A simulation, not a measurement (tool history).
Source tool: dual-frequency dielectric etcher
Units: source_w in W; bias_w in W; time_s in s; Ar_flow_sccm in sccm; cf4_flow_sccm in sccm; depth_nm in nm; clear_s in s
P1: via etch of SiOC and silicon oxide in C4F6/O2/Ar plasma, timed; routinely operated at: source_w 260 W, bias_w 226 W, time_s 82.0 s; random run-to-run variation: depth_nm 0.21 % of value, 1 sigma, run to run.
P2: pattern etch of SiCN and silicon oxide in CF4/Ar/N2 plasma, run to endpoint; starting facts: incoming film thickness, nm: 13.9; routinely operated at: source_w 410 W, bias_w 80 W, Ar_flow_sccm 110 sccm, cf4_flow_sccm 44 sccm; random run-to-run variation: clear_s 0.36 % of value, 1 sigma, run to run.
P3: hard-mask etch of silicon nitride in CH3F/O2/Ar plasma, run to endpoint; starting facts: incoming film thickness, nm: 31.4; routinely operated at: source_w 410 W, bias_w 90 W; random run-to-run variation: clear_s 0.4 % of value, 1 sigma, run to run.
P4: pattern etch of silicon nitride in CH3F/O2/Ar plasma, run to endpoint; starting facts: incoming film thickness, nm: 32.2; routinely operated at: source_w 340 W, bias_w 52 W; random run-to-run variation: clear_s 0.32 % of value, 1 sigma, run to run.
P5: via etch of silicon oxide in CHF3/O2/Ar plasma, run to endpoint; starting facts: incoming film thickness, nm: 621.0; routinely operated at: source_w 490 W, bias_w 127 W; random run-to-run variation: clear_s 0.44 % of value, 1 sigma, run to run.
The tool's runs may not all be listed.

run   hour  process  source_w  bias_w  time_s  Ar_flow_sccm  cf4_flow_sccm  hours since the last wet clean  hours since the last source power generator calibration  hours since the last bias power generator calibration  depth_nm  clear_s
  1   13.7       P1       260     226    82.0                                                        268.2                                                    890.2                                                 2480.2    84.368
  2   27.2       P1       260     226    82.0                                                        281.7                                                    903.7                                                 2493.7    84.484
  3   38.6       P2       410      61                   110             44                           293.1                                                    915.1                                                 2505.1             20.320
  4   52.8       P1       260     226    82.0                                                        307.3                                                    929.3                                                 2519.3    84.666
  5   70.3       P2       410      80                   110             44                           324.8                                                    946.8                                                 2536.8             18.411
  6   87.9       P2       410      80                    65             44                           342.4                                                    964.4                                                 2554.4             16.918
  7  101.3       P1       200     157    82.0                                                        355.8                                                    977.8                                                 2567.8    67.537
  8  117.0       P3       410      90                                                                371.5                                                    993.5                                                 2583.5             40.955
  9  127.0       P5       490     162                                                                381.5                                                   1003.5                                                 2593.5            352.310
 10  136.8       P2       570      80                   110             44                           391.3                                                   1013.3                                                 2603.3             13.818
 11  149.7       P4       340      52                                                                404.2                                                   1026.2                                                 2616.2             53.896
 12  161.5       P1       350     226    82.0                                                        416.0                                                   1038.0                                                 2628.0    94.461
 13  170.3       P5       490     127                                                                424.8                                                   1046.8                                                 2636.8            381.300
 14  187.7       P1       260     226    62.5                                                        442.2                                                   1064.2                                                 2654.2    64.198
 15  202.2       P4       340      72                                                                456.7                                                   1078.7                                                 2668.7             48.655
 16  220.2       P1       260     267    82.0                                                        474.7                                                   1096.7                                                 2686.7    89.352
 17  237.2       P1       260     226    82.0                                                        491.7                                                   1113.7                                                 2703.7    84.529
 18  256.4       P4       470      52                                                                510.9                                                   1132.9                                                 2722.9             47.563
 19  268.8       P5       490     127                                                                523.3                                                   1145.3                                                 2735.3            381.220
 20  283.6       P5       640     127                                                                538.1                                                   1160.1                                                 2750.1            342.090
 21  302.0       P1       260     226   109.5                                                        556.5                                                   1178.5                                                 2768.5   112.880
 22  318.6       P1       200     189    82.0                                                        573.1                                                   1195.1                                                 2785.1    71.879
 23  334.8       P3       410     123                                                                589.3                                                   1211.3                                                 2801.3             36.879
 24  344.9       P4       340      52                                                                599.4                                                   1221.4                                                 2811.4             54.267
 25  361.3       P1       260     158    82.0                                                        615.8                                                   1237.8                                                 2827.8    74.795
 26  379.2       P1       180     226    82.0                                                        633.7                                                   1255.7                                                 2845.7    73.565
 27  391.8       P2       410      80                   110             27                           646.3                                                   1268.3                                                 2858.3             19.822
 28  406.0       P3       260      90                                                                660.5                                                   1282.5                                                 2872.5             48.660
 29  419.0       P1       260     226    82.0                                                        673.5                                                   1295.5                                                 2885.5    84.355
 30  433.5       P1       260     226    82.0                                                        688.0                                                   1310.0                                                 2900.0    85.406
 31  448.6       P1       260     226    82.0                                                        703.1                                                   1325.1                                                 2915.1    85.348

Run 32 is up next; what results do you expect?
 32  458.2       P1       260     226    82.0                                                        712.7                                                   1334.7                                                 2924.7         ?

depth_nm: 85.250 nm

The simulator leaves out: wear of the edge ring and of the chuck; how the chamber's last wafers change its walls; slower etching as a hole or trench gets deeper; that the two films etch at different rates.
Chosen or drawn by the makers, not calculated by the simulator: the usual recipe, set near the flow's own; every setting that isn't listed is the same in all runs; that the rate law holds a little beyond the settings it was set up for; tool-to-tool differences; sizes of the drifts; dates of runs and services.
